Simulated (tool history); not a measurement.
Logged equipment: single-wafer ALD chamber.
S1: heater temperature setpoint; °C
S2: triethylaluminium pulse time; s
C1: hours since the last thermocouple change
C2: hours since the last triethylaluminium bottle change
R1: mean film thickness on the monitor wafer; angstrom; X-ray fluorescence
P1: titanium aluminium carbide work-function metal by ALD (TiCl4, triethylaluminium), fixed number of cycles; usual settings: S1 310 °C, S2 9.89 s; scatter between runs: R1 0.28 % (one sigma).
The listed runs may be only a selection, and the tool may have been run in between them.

run	hour	S1	S2	C1	C2	R1
1	11.2	310	9.89	799.2	527.4	21.364
2	18.3	328	9.89	806.3	534.5	22.922
3	31.2	310	9.89	819.2	547.4	21.274
4	44.5	330	15.46	832.5	560.7	23.885
5	56.8	294	9.89	844.8	573.0	20.021
6	66.4	310	9.89	854.4	582.6	21.372
7	76.0	310	9.89	864.0	592.2	21.354
8	87.5	310	4.26	875.5	603.7	17.010
9	96.0	310	9.89	884.0	612.2	21.397
10	109.0	310	15.83	897.0	625.2	21.965
11	119.1	332	5.83	907.1	635.3	20.939
12	130.4	323	6.54	918.4	646.6	20.851
13	137.0	310	9.89	925.0	653.2	21.510
14	149.9	310	9.89	937.9	666.1	21.214
15	158.8	310	9.89	946.8	675.0	21.086
16	167.1	310	9.89	955.1	683.3	21.116
17	176.0	310	9.89	964.0	692.2	21.048

The next listed run, before its measurement:
18	182.5	310	9.89	970.5	698.7	?

{"run 18": {"R1": 20.949}}
